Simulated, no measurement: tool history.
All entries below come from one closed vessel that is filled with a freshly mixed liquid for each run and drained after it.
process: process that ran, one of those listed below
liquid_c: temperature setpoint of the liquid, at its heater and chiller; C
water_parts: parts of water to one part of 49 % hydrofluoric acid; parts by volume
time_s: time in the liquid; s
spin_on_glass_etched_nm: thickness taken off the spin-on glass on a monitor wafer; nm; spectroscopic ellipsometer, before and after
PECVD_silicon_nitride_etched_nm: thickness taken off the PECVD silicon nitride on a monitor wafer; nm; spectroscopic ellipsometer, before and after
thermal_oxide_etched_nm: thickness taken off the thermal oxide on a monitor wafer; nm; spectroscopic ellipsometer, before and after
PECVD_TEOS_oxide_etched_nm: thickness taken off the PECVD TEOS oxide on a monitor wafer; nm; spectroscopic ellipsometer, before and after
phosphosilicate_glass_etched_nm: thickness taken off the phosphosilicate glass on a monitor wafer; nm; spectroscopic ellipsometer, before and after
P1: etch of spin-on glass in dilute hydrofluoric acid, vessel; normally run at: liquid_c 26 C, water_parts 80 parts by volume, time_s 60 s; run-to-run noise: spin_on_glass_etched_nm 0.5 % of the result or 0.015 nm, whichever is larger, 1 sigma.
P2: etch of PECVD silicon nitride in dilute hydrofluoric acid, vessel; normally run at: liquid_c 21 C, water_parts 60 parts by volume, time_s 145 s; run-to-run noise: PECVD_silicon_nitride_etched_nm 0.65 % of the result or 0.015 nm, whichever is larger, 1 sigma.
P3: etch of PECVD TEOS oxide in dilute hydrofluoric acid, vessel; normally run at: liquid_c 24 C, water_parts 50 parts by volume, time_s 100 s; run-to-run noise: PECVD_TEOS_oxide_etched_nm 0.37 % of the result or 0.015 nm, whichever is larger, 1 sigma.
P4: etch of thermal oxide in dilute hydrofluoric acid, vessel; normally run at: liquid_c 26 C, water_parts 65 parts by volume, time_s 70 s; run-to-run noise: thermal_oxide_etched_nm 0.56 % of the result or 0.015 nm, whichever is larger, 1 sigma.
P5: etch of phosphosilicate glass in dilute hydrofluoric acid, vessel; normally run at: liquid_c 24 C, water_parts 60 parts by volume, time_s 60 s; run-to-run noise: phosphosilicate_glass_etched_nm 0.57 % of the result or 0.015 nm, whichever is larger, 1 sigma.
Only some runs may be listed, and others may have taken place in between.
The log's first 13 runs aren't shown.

run,hour,process,liquid_c,water_parts,time_s,hours since the thermometer was replaced,hours since the hydrofluoric acid flow meter was replaced,spin_on_glass_etched_nm,PECVD_silicon_nitride_etched_nm,thermal_oxide_etched_nm,PECVD_TEOS_oxide_etched_nm,phosphosilicate_glass_etched_nm
14,90.9,P1,26,110,60,1408.2,1138.5,20.201,,,,
15,94.9,P5,24,25,60,1412.2,1142.5,,,,,180.53
16,102.4,P5,24,60,60,1419.7,1150,,,,,71.842
17,107,P4,26,65,70,1424.3,1154.6,,,5.2685,,
18,115.1,P1,26,80,60,1432.4,1162.7,29.035,,,,
19,120.6,P3,17,50,100,1437.9,1168.2,,,,27.098,
20,124.6,P1,21,80,30,1441.9,1172.2,11.897,,,,
21,129.2,P4,26,65,70,1446.5,1176.8,,,5.2835,,
22,134.9,P1,26,40,60,1452.2,1182.5,61.001,,,,
23,141.3,P2,21,60,280,1458.6,1188.9,,8.7628,,,
24,149.3,P1,26,80,60,1466.6,1196.9,29.09,,,,
25,154.5,P5,20,60,60,1471.8,1202.1,,,,,60.147
26,160.2,P4,26,65,110,1477.5,1207.8,,,8.3079,,
27,165.9,P1,26,80,60,1483.2,1213.5,28.947,,,,
28,172.4,P4,26,105,70,1489.7,1220,,,3.1076,,

Run 29 comes next. What will it give?
29,179.7,P1,20,80,60,1497,1227.3,?,,,,

{"run 29": {"spin_on_glass_etched_nm": 22.815}}

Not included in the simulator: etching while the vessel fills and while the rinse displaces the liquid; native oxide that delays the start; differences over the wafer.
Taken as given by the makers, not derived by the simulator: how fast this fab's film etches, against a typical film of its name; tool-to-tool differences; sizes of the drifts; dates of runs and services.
